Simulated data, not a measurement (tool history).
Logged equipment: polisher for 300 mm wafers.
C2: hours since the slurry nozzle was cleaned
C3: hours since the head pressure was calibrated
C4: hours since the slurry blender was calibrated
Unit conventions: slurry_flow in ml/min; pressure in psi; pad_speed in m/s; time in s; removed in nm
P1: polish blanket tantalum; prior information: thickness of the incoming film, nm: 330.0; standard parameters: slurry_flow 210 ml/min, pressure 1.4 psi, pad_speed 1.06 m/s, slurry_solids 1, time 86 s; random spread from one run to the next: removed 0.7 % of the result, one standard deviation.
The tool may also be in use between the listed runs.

run 1 hour=7.1 | slurry_flow=210 pressure=1.4 pad_speed=1.06 slurry_solids=1 time=86 | wafers_polished_on_this_pad=310 C2=43 C3=646.8 C4=126.2 | removed=113.52
run 2 hour=18.8 | slurry_flow=210 pressure=1.4 pad_speed=1.06 slurry_solids=1 time=44 | wafers_polished_on_this_pad=405 C2=54.7 C3=658.5 C4=137.9 | removed=58.339
run 3 hour=32.5 | slurry_flow=210 pressure=0.8 pad_speed=1.06 slurry_solids=1 time=112 | wafers_polished_on_this_pad=515 C2=68.4 C3=672.2 C4=151.6 | removed=85.098
run 4 hour=40.7 | slurry_flow=210 pressure=1.4 pad_speed=0.5 slurry_solids=1 time=86 | wafers_polished_on_this_pad=582 C2=76.6 C3=680.4 C4=159.8 | removed=54.155
run 5 hour=54.9 | slurry_flow=210 pressure=1.4 pad_speed=1.06 slurry_solids=0.6 time=86 | wafers_polished_on_this_pad=696 C2=90.8 C3=694.6 C4=174 | removed=96.549
run 6 hour=65.2 | slurry_flow=210 pressure=1.4 pad_speed=1.06 slurry_solids=1 time=86 | wafers_polished_on_this_pad=779 C2=101.1 C3=704.9 C4=184.3 | removed=114.6
run 7 hour=75.9 | slurry_flow=210 pressure=1.4 pad_speed=1.64 slurry_solids=1 time=86 | wafers_polished_on_this_pad=866 C2=111.8 C3=715.6 C4=195 | removed=176.92
run 8 hour=90.3 | slurry_flow=210 pressure=1.4 pad_speed=1.06 slurry_solids=1 time=126 | wafers_polished_on_this_pad=982 C2=126.2 C3=730 C4=209.4 | removed=169.26
run 9 hour=106.2 | slurry_flow=210 pressure=1.4 pad_speed=1.06 slurry_solids=1.25 time=86 | wafers_polished_on_this_pad=1110 C2=142.1 C3=745.9 C4=225.3 | removed=120.69
run 10 hour=119.6 | slurry_flow=320 pressure=1.4 pad_speed=1.06 slurry_solids=1 time=86 | wafers_polished_on_this_pad=1219 C2=155.5 C3=759.3 C4=238.7 | removed=118.69
run 11 hour=129.6 | slurry_flow=270 pressure=1.4 pad_speed=1.6 slurry_solids=1 time=86 | wafers_polished_on_this_pad=1299 C2=165.5 C3=769.3 C4=248.7 | removed=177.61
run 12 hour=140.2 | slurry_flow=210 pressure=0.6 pad_speed=1.06 slurry_solids=1 time=86 | wafers_polished_on_this_pad=1385 C2=176.1 C3=779.9 C4=259.3 | removed=48.519
run 13 hour=152.2 | slurry_flow=210 pressure=1.4 pad_speed=1.06 slurry_solids=1 time=86 | wafers_polished_on_this_pad=1482 C2=188.1 C3=791.9 C4=271.3 | removed=114.22
run 14 hour=161.3 | slurry_flow=210 pressure=1.4 pad_speed=1.06 slurry_solids=1 time=86 | wafers_polished_on_this_pad=1555 C2=197.2 C3=801 C4=280.4 | removed=114.59
run 15 hour=168.3 | slurry_flow=210 pressure=1.4 pad_speed=1.06 slurry_solids=1 time=86 | wafers_polished_on_this_pad=1612 C2=204.2 C3=808 C4=287.4 | removed=112.43
run 16 hour=177.4 | slurry_flow=130 pressure=1 pad_speed=1.06 slurry_solids=1 time=86 | wafers_polished_on_this_pad=1685 C2=213.3 C3=817.1 C4=296.5 | removed=75.523
run 17 hour=184.6 | slurry_flow=210 pressure=1.4 pad_speed=1.06 slurry_solids=1 time=86 | wafers_polished_on_this_pad=1743 C2=220.5 C3=824.3 C4=303.7 | removed=114.27
run 18 hour=195.7 | slurry_flow=210 pressure=1.9 pad_speed=1.06 slurry_solids=1 time=86 | wafers_polished_on_this_pad=1833 C2=231.6 C3=835.4 C4=314.8 | removed=153.14
run 19 hour=211.5 | slurry_flow=125 pressure=1.4 pad_speed=1.06 slurry_solids=1 time=86 | wafers_polished_on_this_pad=1960 C2=247.4 C3=851.2 C4=330.6 | removed=104.59
run 20 hour=222.7 | slurry_flow=210 pressure=1.4 pad_speed=1.06 slurry_solids=1 time=86 | wafers_polished_on_this_pad=2051 C2=258.6 C3=862.4 C4=341.8 | removed=114.14
run 21 hour=234.1 | slurry_flow=210 pressure=1.4 pad_speed=1.06 slurry_solids=1 time=86 | wafers_polished_on_this_pad=2143 C2=270 C3=873.8 C4=353.2 | removed=114.22

What does the tool deliver on the next run?
run 22 hour=243.2 | slurry_flow=210 pressure=1.4 pad_speed=1.06 slurry_solids=1 time=86 | wafers_polished_on_this_pad=2216 C2=279.1 C3=882.9 C4=362.3 | removed=?

{"run 22": {"removed": 109.7}}

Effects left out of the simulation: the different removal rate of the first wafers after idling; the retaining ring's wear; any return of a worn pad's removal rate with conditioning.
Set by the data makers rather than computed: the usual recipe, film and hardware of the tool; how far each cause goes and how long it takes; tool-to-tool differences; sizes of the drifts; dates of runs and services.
